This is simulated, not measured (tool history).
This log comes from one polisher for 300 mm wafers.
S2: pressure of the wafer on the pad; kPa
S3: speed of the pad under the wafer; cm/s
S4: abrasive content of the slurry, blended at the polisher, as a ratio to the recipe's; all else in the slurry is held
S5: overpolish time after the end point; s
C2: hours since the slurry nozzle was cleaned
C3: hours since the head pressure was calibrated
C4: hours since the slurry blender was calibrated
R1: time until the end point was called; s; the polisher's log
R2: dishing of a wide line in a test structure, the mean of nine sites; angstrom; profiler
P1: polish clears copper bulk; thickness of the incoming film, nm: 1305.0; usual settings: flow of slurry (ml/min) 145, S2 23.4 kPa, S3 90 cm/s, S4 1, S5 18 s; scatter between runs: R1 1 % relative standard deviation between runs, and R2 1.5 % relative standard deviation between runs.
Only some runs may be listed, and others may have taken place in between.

Run 1, hour 4.1: flow of slurry (ml/min) 145, S2 23.4 kPa, S3 90 cm/s, S4 1, S5 18 s; wafers polished on this pad 145; C2 498.5; C3 167.5; C4 114.3. Result: R1 114.7 s, R2 942.88 angstrom.
Run 2, hour 13: flow of slurry (ml/min) 145, S2 23.4 kPa, S3 90 cm/s, S4 1, S5 7 s; wafers polished on this pad 207; C2 507.4; C3 176.4; C4 123.2. Result: R1 116.73 s, R2 510.41 angstrom.
Run 3, hour 19.5: flow of slurry (ml/min) 145, S2 23.4 kPa, S3 90 cm/s, S4 1, S5 18 s; wafers polished on this pad 252; C2 513.9; C3 182.9; C4 129.7. Result: R1 116.58 s, R2 963.73 angstrom.
Run 4, hour 26.2: flow of slurry (ml/min) 85, S2 23.4 kPa, S3 90 cm/s, S4 1, S5 18 s; wafers polished on this pad 298; C2 520.6; C3 189.6; C4 136.4. Result: R1 130.33 s, R2 889.9 angstrom.
Run 5, hour 32.1: flow of slurry (ml/min) 185, S2 23.4 kPa, S3 90 cm/s, S4 1, S5 18 s; wafers polished on this pad 339; C2 526.5; C3 195.5; C4 142.3. Result: R1 111.77 s, R2 976.5 angstrom.
Run 6, hour 36.2: flow of slurry (ml/min) 145, S2 23.4 kPa, S3 144 cm/s, S4 1, S5 18 s; wafers polished on this pad 367; C2 530.6; C3 199.6; C4 146.4. Result: R1 72.161 s, R2 1187.8 angstrom.
Run 7, hour 44.4: flow of slurry (ml/min) 145, S2 23.4 kPa, S3 90 cm/s, S4 1, S5 18 s; wafers polished on this pad 424; C2 538.8; C3 207.8; C4 154.6. Result: R1 114.93 s, R2 975.72 angstrom.
Run 8, hour 52.2: flow of slurry (ml/min) 145, S2 37.2 kPa, S3 90 cm/s, S4 1, S5 18 s; wafers polished on this pad 478; C2 546.6; C3 215.6; C4 162.4. Result: R1 73.34 s, R2 1281.5 angstrom.
Run 9, hour 58.3: flow of slurry (ml/min) 145, S2 23.4 kPa, S3 90 cm/s, S4 1, S5 34 s; wafers polished on this pad 520; C2 552.7; C3 221.7; C4 168.5. Result: R1 116.22 s, R2 1266.5 angstrom.
Run 10, hour 66: flow of slurry (ml/min) 145, S2 23.4 kPa, S3 90 cm/s, S4 0.8, S5 36 s; wafers polished on this pad 574; C2 560.4; C3 229.4; C4 176.2. Result: R1 120.41 s, R2 1293.4 angstrom.
Run 11, hour 74.1: flow of slurry (ml/min) 145, S2 23.4 kPa, S3 90 cm/s, S4 0.5, S5 18 s; wafers polished on this pad 630; C2 568.5; C3 237.5; C4 184.3. Result: R1 135.3 s, R2 893.05 angstrom.
Run 12, hour 81.1: flow of slurry (ml/min) 145, S2 23.4 kPa, S3 42 cm/s, S4 1, S5 18 s; wafers polished on this pad 678; C2 575.5; C3 244.5; C4 191.3. Result: R1 250.43 s, R2 586.39 angstrom.
Run 13, hour 89.7: flow of slurry (ml/min) 145, S2 11.7 kPa, S3 90 cm/s, S4 1, S5 18 s; wafers polished on this pad 738; C2 584.1; C3 253.1; C4 199.9. Result: R1 231.22 s, R2 584.86 angstrom.
Run 14, hour 95.3: flow of slurry (ml/min) 145, S2 23.4 kPa, S3 90 cm/s, S4 1, S5 18 s; wafers polished on this pad 776; C2 589.7; C3 258.7; C4 205.5. Result: R1 116.05 s, R2 944.69 angstrom.
At hour 96.6: slurry nozzle cleaned.
Run 15, hour 102.3: flow of slurry (ml/min) 145, S2 23.4 kPa, S3 90 cm/s, S4 1.25, S5 18 s; wafers polished on this pad 825; C2 5.7; C3 265.7; C4 212.5. Result: R1 111.61 s, R2 992.66 angstrom.
Run 16, hour 110.2: flow of slurry (ml/min) 145, S2 23.4 kPa, S3 90 cm/s, S4 1, S5 18 s; wafers polished on this pad 879; C2 13.6; C3 273.6; C4 220.4. Result: R1 117.52 s, R2 955.36 angstrom.
Run 17, hour 114.2: flow of slurry (ml/min) 145, S2 23.4 kPa, S3 90 cm/s, S4 1, S5 18 s; wafers polished on this pad 907; C2 17.6; C3 277.6; C4 224.4. Result: R1 115.82 s, R2 955.74 angstrom.
Run 18, hour 120: flow of slurry (ml/min) 145, S2 23.4 kPa, S3 90 cm/s, S4 1, S5 18 s; wafers polished on this pad 947; C2 23.4; C3 283.4; C4 230.2. Result: R1 118.49 s, R2 946.63 angstrom.
Run 19, hour 128: flow of slurry (ml/min) 145, S2 23.4 kPa, S3 90 cm/s, S4 1, S5 18 s; wafers polished on this pad 1003; C2 31.4; C3 291.4; C4 238.2. Result: R1 123.96 s, R2 914.21 angstrom.
Run 20, hour 132.4: flow of slurry (ml/min) 145, S2 23.4 kPa, S3 90 cm/s, S4 1, S5 18 s; wafers polished on this pad 1033; C2 35.8; C3 295.8; C4 242.6. Result: R1 126.61 s, R2 902.74 angstrom.
At hour 132.9: head pressure recalibrated.
Run 21, hour 136.5: flow of slurry (ml/min) 145, S2 23.4 kPa, S3 90 cm/s, S4 1, S5 18 s; wafers polished on this pad 1061; C2 39.9; C3 3.6; C4 246.7. Result: R1 126.15 s, R2 915.33 angstrom.
At hour 143.5: slurry blender recalibrated.
Run 22, hour 144.5: flow of slurry (ml/min) 145, S2 23.4 kPa, S3 90 cm/s, S4 1, S5 18 s; wafers polished on this pad 1117; C2 47.9; C3 11.6; C4 1. Result: R1 126.52 s, R2 929.54 angstrom.
Run 23, hour 152.5: flow of slurry (ml/min) 145, S2 23.4 kPa, S3 90 cm/s, S4 1, S5 18 s; wafers polished on this pad 1172; C2 55.9; C3 19.6; C4 9. Result: R1 126.56 s, R2 916.5 angstrom.
Run 24, hour 159.1: flow of slurry (ml/min) 145, S2 23.4 kPa, S3 90 cm/s, S4 1, S5 18 s; wafers polished on this pad 1218; C2 62.5; C3 26.2; C4 15.6. Result: R1 127.6 s, R2 899.59 angstrom.
Run 25, hour 165.7: flow of slurry (ml/min) 145, S2 23.4 kPa, S3 90 cm/s, S4 1, S5 18 s; wafers polished on this pad 1264; C2 69.1; C3 32.8; C4 22.2. Result: R1 128.77 s, R2 914.06 angstrom.

The log shows P1 creeping away from where it was. Any of the 2 causes listed here, at the size stated for it, fits the log just as well as the others:
A: slurry flow missing at the pad, % = 36.7
B: removal rate lost through wear of the pad, % = 9.63
The drift started at roughly hour 114.2.
Other possible causes, and why each is ruled out:
head's pressure below its setpoint, %: serviced at hour 132.9, after the drift had started, without restoring the earlier output
abrasive missing from the slurry, %: serviced at hour 143.5, after the drift had started, without restoring the earlier output

4 check runs are offered, each on 2 wafers whose results are averaged, their results left as question marks. Which one tells the causes apart?
Run check 1, hour 172.3: flow of slurry (ml/min) 145, S2 23.4 kPa, S3 64 cm/s, S4 1, S5 18 s. Result: R1 ?, R2 ?.
Run check 2, hour 172.3: flow of slurry (ml/min) 145, S2 23.4 kPa, S3 132 cm/s, S4 0.6, S5 18 s. Result: R1 ?, R2 ?.
Run check 3, hour 172.3: flow of slurry (ml/min) 145, S2 23.4 kPa, S3 90 cm/s, S4 1, S5 27 s. Result: R1 ?, R2 ?.
Run check 4, hour 172.3: flow of slurry (ml/min) 85, S2 23.4 kPa, S3 90 cm/s, S4 1, S5 18 s. Result: R1 ?, R2 ?.

Outcome of each check run for each possible cause:
  check  result    if A    if B
check 1      R1   180.9  180.92
check 1      R2  734.31  734.27
check 2      R1  97.525  97.534
check 2      R2  1050.1  1050.1
check 3      R1  128.64  128.65
check 3      R2  1111.8  1111.7
check 4      R1  154.23  145.42
check 4      R2  815.09  845.41
Separation of the two closest causes in each check, using whichever result separates them best: check 1 0.01 %; check 2 0.01 %; check 3 0.01 %; check 4 5.88 %
The causes can be told apart only by check 4. The other checks would give nearly the same results under each of them.

After running check 4, the following was obtained: R1 145.48 s; R2 849.65 angstrom. Which cause does this point to?

The correct cause is B, namely: removal rate lost through wear of the pad, %.
